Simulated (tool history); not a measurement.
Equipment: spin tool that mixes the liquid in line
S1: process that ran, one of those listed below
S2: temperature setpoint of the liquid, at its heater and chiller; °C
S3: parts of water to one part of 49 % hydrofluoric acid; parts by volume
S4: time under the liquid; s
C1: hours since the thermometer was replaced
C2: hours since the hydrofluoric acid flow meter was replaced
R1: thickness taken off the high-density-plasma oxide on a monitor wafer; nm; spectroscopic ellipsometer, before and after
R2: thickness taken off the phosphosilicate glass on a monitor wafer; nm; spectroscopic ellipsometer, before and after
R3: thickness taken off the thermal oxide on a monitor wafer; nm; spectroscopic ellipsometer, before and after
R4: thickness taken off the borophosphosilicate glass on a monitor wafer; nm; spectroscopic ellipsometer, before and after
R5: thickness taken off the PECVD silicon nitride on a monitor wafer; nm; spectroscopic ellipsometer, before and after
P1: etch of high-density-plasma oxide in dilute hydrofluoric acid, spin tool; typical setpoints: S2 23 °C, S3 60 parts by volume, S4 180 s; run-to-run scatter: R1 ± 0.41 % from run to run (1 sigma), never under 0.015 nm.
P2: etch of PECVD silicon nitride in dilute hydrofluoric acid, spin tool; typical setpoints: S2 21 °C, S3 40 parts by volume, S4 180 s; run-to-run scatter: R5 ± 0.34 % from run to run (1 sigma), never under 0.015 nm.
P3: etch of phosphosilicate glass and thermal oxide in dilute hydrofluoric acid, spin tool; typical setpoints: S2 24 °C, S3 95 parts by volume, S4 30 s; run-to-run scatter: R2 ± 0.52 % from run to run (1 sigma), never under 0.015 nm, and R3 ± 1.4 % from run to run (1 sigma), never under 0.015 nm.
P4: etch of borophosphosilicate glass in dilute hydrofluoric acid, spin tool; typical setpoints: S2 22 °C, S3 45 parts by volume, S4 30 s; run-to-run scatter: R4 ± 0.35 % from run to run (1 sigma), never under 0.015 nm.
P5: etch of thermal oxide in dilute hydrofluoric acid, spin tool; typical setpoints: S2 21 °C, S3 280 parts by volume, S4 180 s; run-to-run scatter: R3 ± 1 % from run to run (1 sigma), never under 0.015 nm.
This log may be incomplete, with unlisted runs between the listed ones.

{"run": 1, "day": 0.15, "S1": "P1", "S2": 23, "S3": 60, "S4": 180, "C1": 1103, "C2": 1153.3, "R1": 16.239}
{"run": 2, "day": 0.433, "S1": "P3", "S2": 24, "S3": 95, "S4": 30, "C1": 1109.8, "C2": 1160.1, "R2": 63.06, "R3": 1.4225}
{"run": 3, "day": 0.688, "S1": "P5", "S2": 21, "S3": 85, "S4": 180, "C1": 1115.9, "C2": 1166.2, "R3": 9.0047}
{"run": 4, "day": 0.946, "S1": "P3", "S2": 24, "S3": 95, "S4": 30, "C1": 1122.1, "C2": 1172.4, "R2": 63.76, "R3": 1.4412}
{"run": 5, "day": 1.104, "S1": "P4", "S2": 22, "S3": 45, "S4": 15, "C1": 1125.9, "C2": 1176.2, "R4": 21.108}
{"run": 6, "day": 1.367, "S1": "P1", "S2": 23, "S3": 60, "S4": 180, "C1": 1132.2, "C2": 1182.5, "R1": 16.117}
{"run": 7, "day": 1.621, "S1": "P2", "S2": 21, "S3": 40, "S4": 180, "C1": 1138.3, "C2": 1188.6, "R5": 6.5713}
{"run": 8, "day": 1.912, "S1": "P1", "S2": 23, "S3": 60, "S4": 280, "C1": 1145.3, "C2": 1195.6, "R1": 25.109}
{"run": 9, "day": 2.162, "S1": "P1", "S2": 23, "S3": 60, "S4": 180, "C1": 1151.3, "C2": 1201.6, "R1": 16.249}
{"run": 10, "day": 2.321, "S1": "P1", "S2": 30, "S3": 20, "S4": 180, "C1": 1155.1, "C2": 1205.4, "R1": 68.301}
{"run": 11, "day": 2.533, "S1": "P1", "S2": 18.5, "S3": 60, "S4": 180, "C1": 1160.2, "C2": 1210.5, "R1": 13.486}
{"run": 12, "day": 2.758, "S1": "P5", "S2": 17, "S3": 280, "S4": 180, "C1": 1165.6, "C2": 1215.9, "R3": 1.9626}
{"run": 13, "day": 2.971, "S1": "P1", "S2": 30, "S3": 20, "S4": 180, "C1": 1170.7, "C2": 1221, "R1": 68.318}
{"day": 3.146, "done": "thermometer replaced"}
{"run": 14, "day": 3.275, "S1": "P1", "S2": 23, "S3": 60, "S4": 180, "C1": 3.1, "C2": 1228.3, "R1": 16.18}
{"run": 15, "day": 3.446, "S1": "P2", "S2": 21, "S3": 20, "S4": 180, "C1": 7.2, "C2": 1232.4, "R5": 12.882}
{"run": 16, "day": 3.596, "S1": "P2", "S2": 27.5, "S3": 40, "S4": 180, "C1": 10.8, "C2": 1236, "R5": 10.141}
{"run": 17, "day": 3.742, "S1": "P5", "S2": 21, "S3": 280, "S4": 180, "C1": 14.3, "C2": 1239.5, "R3": 2.2749}
{"run": 18, "day": 3.929, "S1": "P1", "S2": 23, "S3": 35, "S4": 180, "C1": 18.8, "C2": 1244, "R1": 28.527}
{"run": 19, "day": 4.138, "S1": "P1", "S2": 27.5, "S3": 60, "S4": 180, "C1": 23.8, "C2": 1249, "R1": 19.435}
{"run": 20, "day": 4.383, "S1": "P2", "S2": 21, "S3": 40, "S4": 35, "C1": 29.7, "C2": 1254.9, "R5": 1.2812}
{"run": 21, "day": 4.567, "S1": "P1", "S2": 23, "S3": 60, "S4": 180, "C1": 34.1, "C2": 1259.3, "R1": 16.187}
{"run": 22, "day": 4.812, "S1": "P1", "S2": 23, "S3": 60, "S4": 20, "C1": 40, "C2": 1265.2, "R1": 1.8145}
{"run": 23, "day": 5.125, "S1": "P4", "S2": 30, "S3": 45, "S4": 30, "C1": 47.5, "C2": 1272.7, "R4": 58.37}
{"run": 24, "day": 5.433, "S1": "P3", "S2": 32.5, "S3": 95, "S4": 30, "C1": 54.9, "C2": 1280.1, "R2": 88.567, "R3": 1.9877}
{"run": 25, "day": 5.608, "S1": "P4", "S2": 22, "S3": 45, "S4": 30, "C1": 59.1, "C2": 1284.3, "R4": 42.184}
{"run": 26, "day": 5.825, "S1": "P1", "S2": 23, "S3": 100, "S4": 180, "C1": 64.3, "C2": 1289.5, "R1": 9.3258}
{"day": 5.879, "done": "hydrofluoric acid flow meter replaced"}
{"run": 27, "day": 6.125, "S1": "P3", "S2": 24, "S3": 95, "S4": 65, "C1": 71.5, "C2": 5.9, "R2": 136.56, "R3": 3.1742}
{"run": 28, "day": 6.292, "S1": "P5", "S2": 21, "S3": 280, "S4": 75, "C1": 75.5, "C2": 9.9, "R3": 0.92121}
{"run": 29, "day": 6.471, "S1": "P4", "S2": 22, "S3": 20, "S4": 30, "C1": 79.8, "C2": 14.2, "R4": 97.652}
{"run": 30, "day": 6.721, "S1": "P3", "S2": 24, "S3": 135, "S4": 30, "C1": 85.8, "C2": 20.2, "R2": 42.195, "R3": 0.98228}
{"run": 31, "day": 7.029, "S1": "P1", "S2": 23, "S3": 60, "S4": 180, "C1": 93.2, "C2": 27.6, "R1": 16.23}
{"run": 32, "day": 7.304, "S1": "P1", "S2": 23, "S3": 60, "S4": 180, "C1": 99.8, "C2": 34.2, "R1": 16.685}
{"run": 33, "day": 7.529, "S1": "P1", "S2": 23, "S3": 60, "S4": 180, "C1": 105.2, "C2": 39.6, "R1": 16.804}
{"run": 34, "day": 7.829, "S1": "P1", "S2": 23, "S3": 60, "S4": 180, "C1": 112.4, "C2": 46.8, "R1": 17.112}
{"run": 35, "day": 8.1, "S1": "P1", "S2": 23, "S3": 60, "S4": 180, "C1": 118.9, "C2": 53.3, "R1": 17.34}
{"run": 36, "day": 8.333, "S1": "P1", "S2": 23, "S3": 60, "S4": 180, "C1": 124.5, "C2": 58.9, "R1": 17.217}
{"run": 37, "day": 8.554, "S1": "P1", "S2": 23, "S3": 60, "S4": 180, "C1": 129.8, "C2": 64.2, "R1": 17.271}
{"run": 38, "day": 8.704, "S1": "P1", "S2": 23, "S3": 60, "S4": 180, "C1": 133.4, "C2": 67.8, "R1": 17.364}
{"run": 39, "day": 8.988, "S1": "P1", "S2": 23, "S3": 60, "S4": 180, "C1": 140.2, "C2": 74.6, "R1": 17.355}
{"run": 40, "day": 9.233, "S1": "P1", "S2": 23, "S3": 60, "S4": 180, "C1": 146.1, "C2": 80.5, "R1": 17.368}

Compared with where it was, what P1 gives has crept away. Each cause listed below fits the log as well as the rest, at the size given for it:
A: hydrofluoric acid flow above the setpoint (%) = 6.56
B: liquid hotter than its thermometer reads (K) = 1.67
The process output started creeping at around day 7.029.

Each of the 4 check runs below uses one wafer; its results are left as question marks. Which run tells the causes apart?
{"run": "check 1", "day": 9.479, "S1": "P5", "S2": 17, "S3": 160, "S4": 180, "R3": "?"}
{"run": "check 2", "day": 9.479, "S1": "P3", "S2": 32, "S3": 95, "S4": 30, "R2": "?", "R3": "?"}
{"run": "check 3", "day": 9.479, "S1": "P4", "S2": 22, "S3": 20, "S4": 15, "R4": "?"}
{"run": "check 4", "day": 9.479, "S1": "P2", "S2": 27, "S3": 40, "S4": 180, "R5": "?"}

What every check run would give for each of its results, assuming each possible cause in turn:
check=check_1 result=R3 if_A=4.093 if_B=4.0704
check=check_2 result=R2 if_A=92.698 if_B=91.678
check=check_2 result=R3 if_A=2.0955 if_B=2.0724
check=check_3 result=R4 if_A=52.342 if_B=52.66
check=check_4 result=R5 if_A=10.538 if_B=11.057
Smallest distance between any two causes, each pair judged by its most separating result, in per cent: check 1 0.55 %; check 2 1.11 %; check 3 0.6 %; check 4 4.8 %
Only check 4 tells the causes apart: in the others they would give nearly the same result.

Check 4 was then run and gave: R5 10.545 nm. Which cause is it?

It was cause A: hydrofluoric acid flow above the setpoint (%).
